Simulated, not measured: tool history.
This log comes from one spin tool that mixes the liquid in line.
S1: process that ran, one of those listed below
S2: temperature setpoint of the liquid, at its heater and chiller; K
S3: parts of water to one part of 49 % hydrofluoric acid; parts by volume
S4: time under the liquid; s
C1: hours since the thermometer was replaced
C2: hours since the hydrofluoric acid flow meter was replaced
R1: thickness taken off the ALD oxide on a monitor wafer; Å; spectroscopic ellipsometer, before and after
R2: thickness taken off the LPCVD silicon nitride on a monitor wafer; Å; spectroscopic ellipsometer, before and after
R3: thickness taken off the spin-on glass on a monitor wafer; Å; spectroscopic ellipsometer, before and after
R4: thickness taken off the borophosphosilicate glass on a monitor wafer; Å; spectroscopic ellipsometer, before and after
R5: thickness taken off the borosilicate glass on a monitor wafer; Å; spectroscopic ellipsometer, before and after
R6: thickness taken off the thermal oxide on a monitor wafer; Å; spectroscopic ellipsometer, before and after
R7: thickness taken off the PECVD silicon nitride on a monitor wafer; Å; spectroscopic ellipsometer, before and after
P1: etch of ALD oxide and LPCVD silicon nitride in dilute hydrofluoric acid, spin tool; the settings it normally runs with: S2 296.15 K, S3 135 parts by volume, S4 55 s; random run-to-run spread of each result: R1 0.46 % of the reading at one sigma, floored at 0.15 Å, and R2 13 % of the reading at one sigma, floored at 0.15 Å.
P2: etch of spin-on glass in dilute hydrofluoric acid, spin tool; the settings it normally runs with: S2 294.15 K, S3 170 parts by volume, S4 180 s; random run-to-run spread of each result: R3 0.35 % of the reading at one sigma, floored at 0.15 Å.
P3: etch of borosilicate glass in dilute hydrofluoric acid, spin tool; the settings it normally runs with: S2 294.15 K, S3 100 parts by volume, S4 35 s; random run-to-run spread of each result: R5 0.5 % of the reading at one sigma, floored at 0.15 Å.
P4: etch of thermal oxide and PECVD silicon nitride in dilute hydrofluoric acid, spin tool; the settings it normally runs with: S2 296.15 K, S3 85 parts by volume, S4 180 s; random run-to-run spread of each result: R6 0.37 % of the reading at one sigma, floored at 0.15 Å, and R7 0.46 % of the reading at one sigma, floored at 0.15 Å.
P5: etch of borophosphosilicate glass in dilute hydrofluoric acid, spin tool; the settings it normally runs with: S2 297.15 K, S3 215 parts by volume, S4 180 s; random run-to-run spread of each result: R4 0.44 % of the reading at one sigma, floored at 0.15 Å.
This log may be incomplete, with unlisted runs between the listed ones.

run   hour  S1      S2   S3   S4     C1     C2       R1       R2       R3      R4       R5       R6       R7
  1    5.9  P1  296.15  135   55  325.0  290.0   73.008  1.61510
  2    9.8  P1  296.15  135   25  328.9  293.9   32.883  1.07570
  3   15.3  P2  294.15  170  275  334.4  299.4                     586.09
  4   18.0  P5  297.15  325  180  337.1  302.1                             141.37
  5   23.2  P3  290.15  100   35  342.3  307.3                                      86.061
  6   28.1  P2  290.15  170  180  347.2  312.2                     324.68
  7   32.2  P4  296.15   85  305  351.3  316.3                                              160.220   89.574
  8   38.1  P1  296.15  135   55  357.2  322.2   72.253  1.42430
  9   42.5  P3  294.15  100   35  361.6  326.6                                     101.090
 10   45.9  P1  296.15  135   55  365.0  330.0   72.933  1.91520
 11   49.1  P4  296.15   85  180  368.2  333.2                                               94.760   52.718
 12   54.8  P4  296.15   85  180  373.9  338.9                                               94.153   52.897
 13   57.5  P4  296.15   25  180  376.6  341.6                                              347.310  175.650
 14   60.7  P1  296.15  205   55  379.8  344.8   44.687  1.56300
 15   66.9  P5  297.15  215  180  386.0  351.0                             235.60
 16   72.8  P1  291.65  135   15  391.9  356.9   16.561  0.33858
 17   75.9  P3  294.15  100   35  395.0  360.0                                     102.070
 18   79.2  P1  302.65  135   55  398.3  363.3   93.136  2.57040
 19   83.8  P3  294.15  100   15  402.9  367.9                                      43.532
 20   87.3  P2  294.15   35  180  406.4  371.4                    2152.30
 21   92.2  P1  296.15  135  115  411.3  376.3  152.110  4.13140
 22   97.9  P1  296.15  135   55  417.0  382.0   73.071  1.70440
 23  100.8  P5  297.15  215  180  419.9  384.9                             238.25
 24  106.5  P5  297.15  215  320  425.6  390.6                             424.82
 25  111.1  P1  296.15  135   55  430.2  395.2   73.550  1.69580
 26  115.0  P1  302.15  135   85  434.1  399.1  142.040  3.55470
 27  118.2  P3  294.15   35   35  437.3  402.3                                     312.390
 28  123.0  P1  290.15  135   55  442.1  407.1   57.072  1.69110
 29  126.0  P4  303.15   85  180  445.1  410.1                                              124.440   84.342
 30  132.1  P5  291.15  215  180  451.2  416.2                             190.58
 31  134.9  P1  296.15   45   55  454.0  419.0  243.230  4.82080
 32  140.4  P2  294.15  170  180  459.5  424.5                     380.75
 33  143.8  P1  303.65  135  105  462.9  427.9  184.520  5.05710
 34  149.7  P1  296.15  135   55  468.8  433.8   72.432  2.00090
 35  155.5  P1  296.15  135   55  474.6  439.6   70.244  1.83080
 36  161.3  P1  296.15  135   55  480.4  445.4   69.731  1.40710
 37  166.5  P1  296.15  135   55  485.6  450.6   69.052  1.70720
 38  172.7  P1  296.15  135   55  491.8  456.8   68.424  1.83570
 39  177.4  P1  296.15  135   55  496.5  461.5   68.050  1.77980
 40  182.4  P1  296.15  135   55  501.5  466.5   68.285  1.97680
 41  185.9  P1  296.15  135   55  505.0  470.0   68.299  1.47700

Something has made what P1 gives creep away from where it was; the 2 causes below, each at its own stated size, fit the log equally well:
A: liquid colder than its thermometer reads (K) = 1.68
B: hydrofluoric acid flow below the setpoint (%) = 5.55
The gradual shift began around hour 149.7.

Which of the 4 check runs listed below separates the causes, so that each cause would produce a clearly different result? Each run uses one wafer, and its results are marked with question marks.
check 1  189.4  P2  294.15  170  180                   ?
check 2  189.4  P5  297.15  215  180                       ?
check 3  189.4  P3  294.15  100   35                           ?
check 4  189.4  P4  296.15   85  180                               ?   ?

What every check run would give for each of its results, assuming each possible cause in turn:
  check  result    if A    if B
check 1      R3  357.09  356.56
check 2      R4  223.63  221.78
check 3      R5  94.682  95.164
check 4      R6  88.310  88.773
check 4      R7  47.359  50.137
How far apart the two closest causes lie, in the result that separates them most: check 1 0.15 %; check 2 0.83 %; check 3 0.51 %; check 4 5.7 %
The other checks would show nearly matching results whichever cause is true, so check 4 is the only one that separates the causes.

Check 4 was carried out, with these results: R6 88.529 Å; R7 50.331 Å. Which of the listed causes is responsible?

The correct cause is B, namely: hydrofluoric acid flow below the setpoint (%).

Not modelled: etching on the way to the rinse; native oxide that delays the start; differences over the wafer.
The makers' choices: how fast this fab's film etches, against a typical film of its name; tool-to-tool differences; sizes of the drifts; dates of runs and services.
